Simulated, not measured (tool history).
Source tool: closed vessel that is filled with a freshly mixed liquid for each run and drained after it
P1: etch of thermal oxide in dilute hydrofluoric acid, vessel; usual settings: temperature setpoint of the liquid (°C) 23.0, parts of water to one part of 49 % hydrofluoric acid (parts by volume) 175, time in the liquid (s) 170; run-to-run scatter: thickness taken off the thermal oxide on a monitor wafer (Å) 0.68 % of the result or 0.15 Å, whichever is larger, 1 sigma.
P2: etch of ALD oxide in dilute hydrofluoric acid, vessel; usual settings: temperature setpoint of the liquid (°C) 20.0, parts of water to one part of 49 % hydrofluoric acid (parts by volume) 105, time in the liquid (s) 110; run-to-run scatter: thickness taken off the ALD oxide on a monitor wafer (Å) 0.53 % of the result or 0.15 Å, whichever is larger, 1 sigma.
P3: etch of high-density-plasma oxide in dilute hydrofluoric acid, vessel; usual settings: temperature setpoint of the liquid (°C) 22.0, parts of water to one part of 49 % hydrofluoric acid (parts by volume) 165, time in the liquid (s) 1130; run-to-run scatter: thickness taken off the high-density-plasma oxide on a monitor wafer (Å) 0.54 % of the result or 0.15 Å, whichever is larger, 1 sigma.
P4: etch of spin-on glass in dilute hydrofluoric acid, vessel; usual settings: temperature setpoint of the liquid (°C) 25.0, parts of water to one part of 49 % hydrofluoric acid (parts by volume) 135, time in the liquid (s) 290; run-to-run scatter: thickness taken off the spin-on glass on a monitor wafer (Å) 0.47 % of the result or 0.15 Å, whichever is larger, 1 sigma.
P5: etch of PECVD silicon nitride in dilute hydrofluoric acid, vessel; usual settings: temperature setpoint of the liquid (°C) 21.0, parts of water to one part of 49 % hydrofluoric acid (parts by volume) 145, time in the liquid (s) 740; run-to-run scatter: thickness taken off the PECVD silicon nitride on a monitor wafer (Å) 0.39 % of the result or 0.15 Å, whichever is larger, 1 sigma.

run	hour	process that ran	temperature setpoint of the liquid (°C)	parts of water to one part of 49 % hydrofluoric acid (parts by volume)	time in the liquid (s)	hours since the thermometer was replaced	hours since the hydrofluoric acid flow meter was replaced	thickness taken off the thermal oxide on a monitor wafer (Å)	thickness taken off the ALD oxide on a monitor wafer (Å)	thickness taken off the high-density-plasma oxide on a monitor wafer (Å)	thickness taken off the spin-on glass on a monitor wafer (Å)	thickness taken off the PECVD silicon nitride on a monitor wafer (Å)
1	10.2	P1	23.0	175	170	1151.9	455.5	40.890				
2	17.7	P1	23.0	175	280	1159.4	463.0	66.798				
3	28.3	P1	23.0	175	75	1170.0	473.6	18.129				
4	35.2	P1	17.0	175	170	1176.9	480.5	32.315				
5	40.3	P2	20.0	105	45	1182.0	485.6		79.754			
6	47.2	P3	22.0	165	1130	1188.9	492.5			335.61		
7	55.0	P4	25.0	135	105	1196.7	500.3				203.80	
8	60.6	P2	20.0	105	110	1202.3	505.9		193.860			
9	68.4	P4	25.0	80	290	1210.1	513.7				1022.40	
10	79.1	P3	22.0	165	1130	1220.8	524.4			336.93		
11	84.3	P5	17.0	145	740	1226.0	529.6					53.9040
12	95.8	P2	20.0	25	110	1237.5	541.1		888.600			
13	104.5	P3	22.0	40	1130	1246.2	549.8			1611.40		
14	116.2	P5	21.0	30	740	1257.9	561.5					324.6600
15	124.1	P2	17.0	105	110	1265.8	569.4		171.660			
16	131.1	P1	23.0	175	170	1272.8	576.4	40.823				
17	142.5	P1	30.5	175	170	1284.2	587.8	53.908				
18	149.4	P1	23.0	175	170	1291.1	594.7	41.650				
19	160.8	P1	23.0	265	105	1302.5	606.1	15.344				
20	169.6	P3	17.0	165	1130	1311.3	614.9			275.44		
21	175.8	P5	21.0	145	30	1317.5	621.1					3.1274
22	184.0	P1	17.0	235	170	1325.7	629.3	22.607				
23	192.9	P1	23.0	320	170	1334.6	638.2	19.134				
24	202.5	P4	30.5	135	290	1344.2	647.8				693.52	
25	211.7	P1	23.0	175	170	1353.4	657.0	40.667				
26	218.8	P3	22.0	165	2020	1360.5	664.1			602.72		
27	227.3	P1	23.0	80	170	1369.0	672.6	100.260				
28	238.3	P5	21.0	145	740	1380.0	683.6					69.9330
29	247.4	P4	25.0	135	290	1389.1	692.7				564.42	
30	256.1	P4	25.0	135	290	1397.8	701.4				566.00	
31	266.8	P5	21.0	145	740	1408.5	712.1					70.2370
32	273.0	P2	20.0	105	110	1414.7	718.3		195.820			
33	281.7	P1	23.0	175	170	1423.4	727.0	40.877				
34	289.3	P1	23.0	175	170	1431.0	734.6	42.751				
35	301.1	P1	23.0	175	170	1442.8	746.4	43.336				
36	309.4	P1	23.0	175	170	1451.1	754.7	44.774				
37	320.4	P1	23.0	175	170	1462.1	765.7	44.502				
38	326.1	P1	23.0	175	170	1467.8	771.4	45.058				
39	332.9	P1	23.0	175	170	1474.6	778.2	45.350				
40	340.1	P1	23.0	175	170	1481.8	785.4	44.810				

What P1 gives has crept away from where it was. These 2 causes fit the log equally well, each at the size given:
A: hydrofluoric acid flow above the setpoint (%) = 7.82
B: liquid hotter than its thermometer reads (K) = 2.38
Creep in the process output first set in at about hour 281.7.

Question marks stand in for the results of the 4 check runs listed below, each run on one wafer. Under which run would the listed causes show clearly different results?
check 1	347.3	P4	25.0	135	290						?	
check 2	347.3	P2	20.0	105	110				?			
check 3	347.3	P5	21.0	145	740							?
check 4	347.3	P3	22.0	165	1130					?		

Predicted outcomes, by check and by cause:
check	result	if A	if B
check 1	thickness taken off the spin-on glass on a monitor wafer (Å)	616.82	618.63
check 2	thickness taken off the ALD oxide on a monitor wafer (Å)	211.470	214.150
check 3	thickness taken off the PECVD silicon nitride on a monitor wafer (Å)	75.6740	82.1930
check 4	thickness taken off the high-density-plasma oxide on a monitor wafer (Å)	368.48	369.44
Per-check spread between the two closest causes, in the result where they differ most: check 1 0.29 %; check 2 1.26 %; check 3 8.26 %; check 4 0.26 %
Check 3 distinguishes between the causes, while the remaining checks would return nearly the same result for all of them.

Check 3 has now been run. It gave: thickness taken off the PECVD silicon nitride on a monitor wafer (Å) 75.6600. Which of the candidate causes is it?

A is the cause: hydrofluoric acid flow above the setpoint (%).

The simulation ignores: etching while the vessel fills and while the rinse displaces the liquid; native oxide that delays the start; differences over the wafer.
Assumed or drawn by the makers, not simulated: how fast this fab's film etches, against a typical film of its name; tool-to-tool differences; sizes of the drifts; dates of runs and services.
